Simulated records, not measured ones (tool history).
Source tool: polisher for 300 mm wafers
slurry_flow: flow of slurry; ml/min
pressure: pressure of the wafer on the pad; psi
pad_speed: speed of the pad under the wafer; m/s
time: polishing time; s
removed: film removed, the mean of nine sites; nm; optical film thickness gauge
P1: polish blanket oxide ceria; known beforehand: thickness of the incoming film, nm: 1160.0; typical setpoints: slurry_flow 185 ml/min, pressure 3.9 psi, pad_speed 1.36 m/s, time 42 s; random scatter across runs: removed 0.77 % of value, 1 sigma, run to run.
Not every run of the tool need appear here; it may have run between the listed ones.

Run 1, hour 3.9: slurry_flow 185 ml/min, pressure 3.9 psi, pad_speed 1.36 m/s, time 42 s. Result: removed 367.85 nm.
Run 2, hour 7.3: slurry_flow 185 ml/min, pressure 3.9 psi, pad_speed 0.86 m/s, time 42 s. Result: removed 229.08 nm.
Run 3, hour 10.9: slurry_flow 185 ml/min, pressure 5.9 psi, pad_speed 1.36 m/s, time 42 s. Result: removed 548.26 nm.
Run 4, hour 13.3: slurry_flow 185 ml/min, pressure 3.9 psi, pad_speed 1.36 m/s, time 19 s. Result: removed 161.76 nm.
Run 5, hour 17.7: slurry_flow 110 ml/min, pressure 3.9 psi, pad_speed 1.36 m/s, time 42 s. Result: removed 330.43 nm.
Run 6, hour 21.0: slurry_flow 185 ml/min, pressure 3.9 psi, pad_speed 1.36 m/s, time 42 s. Result: removed 359.26 nm.
Run 7, hour 24.7: slurry_flow 185 ml/min, pressure 2.1 psi, pad_speed 1.36 m/s, time 42 s. Result: removed 194.09 nm.
Run 8, hour 28.5: slurry_flow 185 ml/min, pressure 3.9 psi, pad_speed 1.36 m/s, time 42 s. Result: removed 362.00 nm.
Run 9, hour 31.2: slurry_flow 185 ml/min, pressure 3.9 psi, pad_speed 1.36 m/s, time 42 s. Result: removed 362.46 nm.
Run 10, hour 33.5: slurry_flow 185 ml/min, pressure 3.9 psi, pad_speed 1.36 m/s, time 42 s. Result: removed 360.89 nm.
Run 11, hour 38.0: slurry_flow 185 ml/min, pressure 3.9 psi, pad_speed 1.36 m/s, time 42 s. Result: removed 359.58 nm.
Run 12, hour 42.2: slurry_flow 245 ml/min, pressure 3.9 psi, pad_speed 1.36 m/s, time 42 s. Result: removed 369.62 nm.
Run 13, hour 46.1: slurry_flow 185 ml/min, pressure 2.6 psi, pad_speed 1.36 m/s, time 53 s. Result: removed 303.62 nm.
Run 14, hour 50.7: slurry_flow 185 ml/min, pressure 3.9 psi, pad_speed 1.90 m/s, time 42 s. Result: removed 509.06 nm.
Run 15, hour 53.1: slurry_flow 185 ml/min, pressure 3.9 psi, pad_speed 1.36 m/s, time 42 s. Result: removed 358.97 nm.
Run 16, hour 57.7: slurry_flow 110 ml/min, pressure 3.9 psi, pad_speed 0.64 m/s, time 42 s. Result: removed 156.72 nm.
Run 17, hour 61.3: slurry_flow 185 ml/min, pressure 3.9 psi, pad_speed 1.36 m/s, time 67 s. Result: removed 572.96 nm.
Run 18, hour 65.7: slurry_flow 185 ml/min, pressure 3.9 psi, pad_speed 1.36 m/s, time 42 s. Result: removed 359.91 nm.
Run 19, hour 69.6: slurry_flow 185 ml/min, pressure 3.9 psi, pad_speed 1.36 m/s, time 42 s. Result: removed 352.87 nm.
Run 20, hour 72.8: slurry_flow 185 ml/min, pressure 3.9 psi, pad_speed 1.36 m/s, time 42 s. Result: removed 348.12 nm.

Run 21 comes next. What will it give?
Run 21, hour 75.3: slurry_flow 185 ml/min, pressure 3.9 psi, pad_speed 1.36 m/s, time 42 s. Result: removed ?.

removed: 346.12 nm
